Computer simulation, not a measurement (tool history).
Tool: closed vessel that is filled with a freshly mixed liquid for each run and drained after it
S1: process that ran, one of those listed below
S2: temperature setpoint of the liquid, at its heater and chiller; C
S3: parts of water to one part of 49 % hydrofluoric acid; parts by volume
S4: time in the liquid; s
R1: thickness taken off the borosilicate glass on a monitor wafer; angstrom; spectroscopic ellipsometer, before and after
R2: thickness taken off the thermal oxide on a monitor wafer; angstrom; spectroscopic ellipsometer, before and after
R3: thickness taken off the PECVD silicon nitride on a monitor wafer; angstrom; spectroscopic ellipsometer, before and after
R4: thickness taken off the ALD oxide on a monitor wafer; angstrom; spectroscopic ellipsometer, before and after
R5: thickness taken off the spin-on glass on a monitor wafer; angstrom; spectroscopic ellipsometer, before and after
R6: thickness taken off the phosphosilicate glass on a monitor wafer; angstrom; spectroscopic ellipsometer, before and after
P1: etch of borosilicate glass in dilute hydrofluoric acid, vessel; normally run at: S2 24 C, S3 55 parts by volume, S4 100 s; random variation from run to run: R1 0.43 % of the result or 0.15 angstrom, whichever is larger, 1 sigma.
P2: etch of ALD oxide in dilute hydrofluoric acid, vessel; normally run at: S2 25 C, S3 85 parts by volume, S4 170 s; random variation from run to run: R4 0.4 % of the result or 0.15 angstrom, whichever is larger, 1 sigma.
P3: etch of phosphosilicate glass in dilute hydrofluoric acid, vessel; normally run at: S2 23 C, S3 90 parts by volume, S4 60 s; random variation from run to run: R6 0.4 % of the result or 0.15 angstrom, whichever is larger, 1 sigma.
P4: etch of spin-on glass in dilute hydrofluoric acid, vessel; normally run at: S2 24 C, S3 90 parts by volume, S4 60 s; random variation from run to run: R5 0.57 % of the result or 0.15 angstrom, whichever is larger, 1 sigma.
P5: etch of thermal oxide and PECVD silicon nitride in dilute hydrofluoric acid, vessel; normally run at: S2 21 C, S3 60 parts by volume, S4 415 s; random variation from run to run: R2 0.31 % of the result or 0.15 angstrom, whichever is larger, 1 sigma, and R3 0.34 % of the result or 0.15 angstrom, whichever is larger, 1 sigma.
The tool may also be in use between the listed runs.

| run | hour | S1 | S2 | S3 | S4 | R1 | R2 | R3 | R4 | R5 | R6 |
|---|---|---|---|---|---|---|---|---|---|---|---|
| 1 | 9.3 | P1 | 24 | 55 | 100 | 364.6 |  |  |  |  |  |
| 2 | 21.1 | P5 | 21 | 20 | 415 |  | 974.2 | 309.7 |  |  |  |
| 3 | 34 | P2 | 25 | 85 | 170 |  |  |  | 294.66 |  |  |
| 4 | 43.1 | P2 | 25 | 140 | 170 |  |  |  | 168.21 |  |  |
| 5 | 55.3 | P4 | 24 | 90 | 30 |  |  |  |  | 186.39 |  |
| 6 | 61.6 | P1 | 24 | 55 | 185 | 672.28 |  |  |  |  |  |
| 7 | 74.6 | P1 | 24 | 55 | 100 | 363.46 |  |  |  |  |  |
| 8 | 80.8 | P1 | 24 | 100 | 100 | 187.06 |  |  |  |  |  |
| 9 | 93.3 | P2 | 25 | 85 | 60 |  |  |  | 104.24 |  |  |
| 10 | 99 | P2 | 25 | 85 | 170 |  |  |  | 293.27 |  |  |
| 11 | 108.8 | P1 | 24 | 55 | 100 | 360.32 |  |  |  |  |  |
| 12 | 117.8 | P5 | 21 | 60 | 135 |  | 100.86 | 34.994 |  |  |  |
| 13 | 125.6 | P5 | 17 | 60 | 415 |  | 261.85 | 81.846 |  |  |  |
| 14 | 136.6 | P1 | 24 | 25 | 100 | 833.64 |  |  |  |  |  |
| 15 | 148.7 | P4 | 17 | 90 | 60 |  |  |  |  | 282.19 |  |
| 16 | 159.5 | P3 | 17 | 90 | 60 |  |  |  |  |  | 622.17 |
| 17 | 171.8 | P3 | 23 | 90 | 95 |  |  |  |  |  | 1256.2 |
| 18 | 184.2 | P1 | 24 | 55 | 30 | 109.19 |  |  |  |  |  |
| 19 | 192 | P4 | 24 | 25 | 60 |  |  |  |  | 1482.2 |  |
| 20 | 200.2 | P1 | 24 | 85 | 30 | 66.947 |  |  |  |  |  |
| 21 | 213.4 | P1 | 20 | 55 | 100 | 306.35 |  |  |  |  |  |
| 22 | 222.8 | P2 | 32 | 85 | 170 |  |  |  | 384.61 |  |  |
| 23 | 231.9 | P3 | 23 | 90 | 60 |  |  |  |  |  | 790.46 |
| 24 | 238.7 | P1 | 24 | 55 | 100 | 364.13 |  |  |  |  |  |
| 25 | 247.1 | P3 | 23 | 90 | 60 |  |  |  |  |  | 799.44 |
| 26 | 253.4 | P5 | 21 | 60 | 415 |  | 308.67 | 107.01 |  |  |  |
| 27 | 260.7 | P1 | 30.5 | 55 | 100 | 467.48 |  |  |  |  |  |
| 28 | 267.7 | P3 | 23 | 140 | 60 |  |  |  |  |  | 482.14 |
| 29 | 278.3 | P5 | 21 | 60 | 415 |  | 309.16 | 107.86 |  |  |  |
| 30 | 287 | P4 | 24 | 90 | 60 |  |  |  |  | 376.97 |  |
| 31 | 299.5 | P1 | 24 | 55 | 100 | 361.65 |  |  |  |  |  |
| 32 | 306.9 | P1 | 24 | 55 | 100 | 353.54 |  |  |  |  |  |
| 33 | 313.9 | P1 | 24 | 55 | 100 | 345.29 |  |  |  |  |  |
| 34 | 324.7 | P1 | 24 | 55 | 100 | 340.14 |  |  |  |  |  |
| 35 | 333.6 | P1 | 24 | 55 | 100 | 335.26 |  |  |  |  |  |
| 36 | 339.6 | P1 | 24 | 55 | 100 | 333.72 |  |  |  |  |  |
| 37 | 349.9 | P1 | 24 | 55 | 100 | 332.65 |  |  |  |  |  |
| 38 | 362.9 | P1 | 24 | 55 | 100 | 330.1 |  |  |  |  |  |
| 39 | 374.7 | P1 | 24 | 55 | 100 | 329.95 |  |  |  |  |  |
| 40 | 387 | P1 | 24 | 55 | 100 | 327.83 |  |  |  |  |  |
| 41 | 395.7 | P1 | 24 | 55 | 100 | 329 |  |  |  |  |  |

What P1 gives has crept away from where it was. These 2 causes fit the log equally well, each at the size given:
A: hydrofluoric acid flow below the setpoint (%) = 8.69
B: liquid colder than its thermometer reads (K) = 2.37
The creep began at about hour 299.5.

4 check runs are offered, one wafer each, their results left as question marks. Which one tells the causes apart?
| check 1 | 404.4 | P2 | 25 | 85 | 170 |  |  |  | ? |  |  |
| check 2 | 404.4 | P3 | 23 | 90 | 60 |  |  |  |  |  | ? |
| check 3 | 404.4 | P5 | 21 | 60 | 415 |  | ? | ? |  |  |  |
| check 4 | 404.4 | P4 | 24 | 90 | 60 |  |  |  |  | ? |  |

What each check would give under each cause:
| check | result | if A | if B |
|---|---|---|---|
| check 1 | R4 | 266.84 | 268.5 |
| check 2 | R6 | 719.54 | 723.08 |
| check 3 | R2 | 281.09 | 280.44 |
| check 3 | R3 | 98.201 | 91.066 |
| check 4 | R5 | 338.17 | 340.2 |
How far apart the two closest causes lie, in the result that separates them most: check 1 0.62 %; check 2 0.49 %; check 3 7.54 %; check 4 0.6 %
Only check 3 tells the causes apart: in the others they would give nearly the same result.

Then check 3 was run and gave: R2 280.91 angstrom; R3 98.212 angstrom. Which cause is it?

It is A: hydrofluoric acid flow below the setpoint (%).
